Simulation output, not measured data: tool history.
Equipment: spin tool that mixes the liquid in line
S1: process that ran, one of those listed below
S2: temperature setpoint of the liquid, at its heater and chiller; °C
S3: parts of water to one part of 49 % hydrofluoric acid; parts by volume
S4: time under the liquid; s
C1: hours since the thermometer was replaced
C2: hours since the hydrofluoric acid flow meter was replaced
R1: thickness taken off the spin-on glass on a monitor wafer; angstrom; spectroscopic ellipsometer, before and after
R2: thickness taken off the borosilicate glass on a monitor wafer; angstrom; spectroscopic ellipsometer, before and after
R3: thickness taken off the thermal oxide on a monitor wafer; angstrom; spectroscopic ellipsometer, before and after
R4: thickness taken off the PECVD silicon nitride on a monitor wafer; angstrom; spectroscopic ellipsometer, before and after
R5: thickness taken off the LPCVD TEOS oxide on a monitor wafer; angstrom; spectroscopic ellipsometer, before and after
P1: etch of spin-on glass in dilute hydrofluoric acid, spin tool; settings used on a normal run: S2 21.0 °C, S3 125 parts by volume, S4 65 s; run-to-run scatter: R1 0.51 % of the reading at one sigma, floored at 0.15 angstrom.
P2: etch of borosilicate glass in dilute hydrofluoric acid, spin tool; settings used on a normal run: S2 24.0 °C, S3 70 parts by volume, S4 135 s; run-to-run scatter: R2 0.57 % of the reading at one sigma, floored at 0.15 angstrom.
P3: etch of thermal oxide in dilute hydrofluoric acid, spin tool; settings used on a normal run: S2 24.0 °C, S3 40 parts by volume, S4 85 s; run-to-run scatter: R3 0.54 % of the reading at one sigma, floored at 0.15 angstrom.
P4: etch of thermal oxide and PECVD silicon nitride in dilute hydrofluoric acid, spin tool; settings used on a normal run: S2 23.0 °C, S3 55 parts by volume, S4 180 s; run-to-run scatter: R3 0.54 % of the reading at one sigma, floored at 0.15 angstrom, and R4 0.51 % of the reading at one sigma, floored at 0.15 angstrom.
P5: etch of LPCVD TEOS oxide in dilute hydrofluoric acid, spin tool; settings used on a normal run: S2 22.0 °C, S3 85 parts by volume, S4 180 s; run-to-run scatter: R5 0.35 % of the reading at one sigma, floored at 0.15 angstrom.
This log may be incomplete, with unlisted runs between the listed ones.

| run | hour | S1 | S2 | S3 | S4 | C1 | C2 | R1 | R2 | R3 | R4 | R5 |
|---|---|---|---|---|---|---|---|---|---|---|---|---|
| 1 | 5.9 | P1 | 21.0 | 125 | 65 | 422.4 | 625.4 | 128.110 |  |  |  |  |
| 2 | 14.5 | P2 | 24.0 | 70 | 250 | 431.0 | 634.0 |  | 818.63 |  |  |  |
| 3 | 21.5 | P1 | 21.0 | 125 | 65 | 438.0 | 641.0 | 128.700 |  |  |  |  |
| 4 | 34.1 | P4 | 23.0 | 55 | 285 | 450.6 | 653.6 |  |  | 244.710 | 183.02 |  |
| 5 | 42.9 | P1 | 21.0 | 50 | 65 | 459.4 | 662.4 | 351.370 |  |  |  |  |
| 6 | 56.3 | P3 | 24.0 | 55 | 85 | 472.8 | 675.8 |  |  | 80.925 |  |  |
| 7 | 67.2 | P1 | 21.0 | 125 | 65 | 483.7 | 686.7 | 129.330 |  |  |  |  |
| 8 | 80.5 | P5 | 22.0 | 50 | 180 | 497.0 | 700.0 |  |  |  |  | 675.24 |
| 9 | 90.7 | P1 | 17.0 | 215 | 65 | 507.2 | 710.2 | 57.941 |  |  |  |  |
| 10 | 101.8 | P5 | 22.0 | 85 | 180 | 518.3 | 721.3 |  |  |  |  | 381.44 |
| 11 | 108.9 | P1 | 21.0 | 125 | 105 | 525.4 | 728.4 | 208.610 |  |  |  |  |
| 12 | 116.0 | P3 | 24.0 | 40 | 25 | 532.5 | 735.5 |  |  | 33.023 |  |  |
| 13 | 122.4 | P4 | 23.0 | 30 | 180 | 538.9 | 741.9 |  |  | 294.950 | 211.68 |  |
| 14 | 130.7 | P4 | 23.0 | 55 | 180 | 547.2 | 750.2 |  |  | 155.690 | 115.32 |  |
| 15 | 142.1 | P5 | 29.5 | 85 | 180 | 558.6 | 761.6 |  |  |  |  | 513.69 |
| 16 | 155.2 | P1 | 21.0 | 180 | 65 | 571.7 | 774.7 | 84.491 |  |  |  |  |
| 17 | 165.0 | P1 | 21.0 | 125 | 65 | 581.5 | 784.5 | 129.840 |  |  |  |  |
| 18 | 172.9 | P5 | 22.0 | 85 | 280 | 589.4 | 792.4 |  |  |  |  | 592.56 |
| 19 | 180.1 | P1 | 21.0 | 125 | 65 | 596.6 | 799.6 | 126.760 |  |  |  |  |
| 20 | 190.5 | P1 | 28.0 | 125 | 65 | 607.0 | 810.0 | 167.750 |  |  |  |  |
| 21 | 201.8 | P2 | 24.0 | 70 | 135 | 618.3 | 821.3 |  | 444.48 |  |  |  |
| 22 | 211.6 | P1 | 17.5 | 125 | 65 | 628.1 | 831.1 | 111.460 |  |  |  |  |
| 23 | 223.8 | P4 | 31.0 | 55 | 180 | 640.3 | 843.3 |  |  | 211.760 | 195.53 |  |
| 24 | 236.3 | P5 | 22.0 | 85 | 180 | 652.8 | 855.8 |  |  |  |  | 380.31 |
| 25 | 249.1 | P1 | 21.0 | 125 | 15 | 665.6 | 868.6 | 29.668 |  |  |  |  |
| 26 | 257.3 | P2 | 24.0 | 125 | 135 | 673.8 | 876.8 |  | 229.79 |  |  |  |
| 27 | 267.5 | P2 | 19.0 | 70 | 135 | 684.0 | 887.0 |  | 359.72 |  |  |  |
| 28 | 277.5 | P3 | 24.0 | 40 | 85 | 694.0 | 897.0 |  |  | 113.110 |  |  |
| 29 | 291.0 | P3 | 24.0 | 40 | 85 | 707.5 | 910.5 |  |  | 112.170 |  |  |
| 30 | 298.0 | P3 | 28.0 | 40 | 85 | 714.5 | 917.5 |  |  | 133.510 |  |  |
| 31 | 310.7 | P4 | 23.0 | 55 | 180 | 727.2 | 930.2 |  |  | 155.510 | 115.01 |  |
| 32 | 323.3 | P1 | 21.0 | 125 | 65 | 739.8 | 942.8 | 127.650 |  |  |  |  |
| 33 | 331.3 | P1 | 21.0 | 125 | 65 | 747.8 | 950.8 | 130.190 |  |  |  |  |
| 34 | 337.8 | P1 | 21.0 | 125 | 65 | 754.3 | 957.3 | 133.300 |  |  |  |  |
| 35 | 345.4 | P1 | 21.0 | 125 | 65 | 761.9 | 964.9 | 133.970 |  |  |  |  |
| 36 | 357.9 | P1 | 21.0 | 125 | 65 | 774.4 | 977.4 | 134.890 |  |  |  |  |
| 37 | 366.7 | P1 | 21.0 | 125 | 65 | 783.2 | 986.2 | 136.170 |  |  |  |  |
| 38 | 373.6 | P1 | 21.0 | 125 | 65 | 790.1 | 993.1 | 136.630 |  |  |  |  |
| 39 | 380.1 | P1 | 21.0 | 125 | 65 | 796.6 | 999.6 | 137.440 |  |  |  |  |
| 40 | 388.3 | P1 | 21.0 | 125 | 65 | 804.8 | 1007.8 | 136.270 |  |  |  |  |
| 41 | 401.2 | P1 | 21.0 | 125 | 65 | 817.7 | 1020.7 | 136.490 |  |  |  |  |

P1 no longer gives what it gave before; its output has crept away from where it was. The following 2 causes, each at its listed size, fit the log equally well:
A: liquid hotter than its thermometer reads (K) = 1.57
B: hydrofluoric acid flow above the setpoint (%) = 5.64
At approximately hour 323.3, the process output began to creep.

Of the 4 check runs listed below, each run on one wafer and each result written as a question mark, which would let you distinguish the listed causes because they would give clearly different results?
| check 1 | 414.1 | P5 | 22.0 | 85 | 180 |  |  |  |  |  |  | ? |
| check 2 | 414.1 | P4 | 23.0 | 55 | 180 |  |  |  |  | ? | ? |  |
| check 3 | 414.1 | P2 | 24.0 | 70 | 135 |  |  |  | ? |  |  |  |
| check 4 | 414.1 | P3 | 24.0 | 40 | 85 |  |  |  |  | ? |  |  |

Outcome of each check run for each possible cause:
| check | result | if A | if B |
|---|---|---|---|
| check 1 | R5 | 405.74 | 404.44 |
| check 2 | R3 | 164.450 | 163.510 |
| check 2 | R4 | 128.57 | 122.05 |
| check 3 | R2 | 470.37 | 468.74 |
| check 4 | R3 | 120.290 | 119.460 |
Smallest distance between any two causes, each pair judged by its most separating result, in per cent: check 1 0.32 %; check 2 5.21 %; check 3 0.35 %; check 4 0.69 %
Only check 2 tells the causes apart: in the others they would give nearly the same result.

Running check 2 produced the following: R3 163.340 angstrom; R4 122.78 angstrom. Which one of the listed causes fits?

The correct cause is B, namely: hydrofluoric acid flow above the setpoint (%).
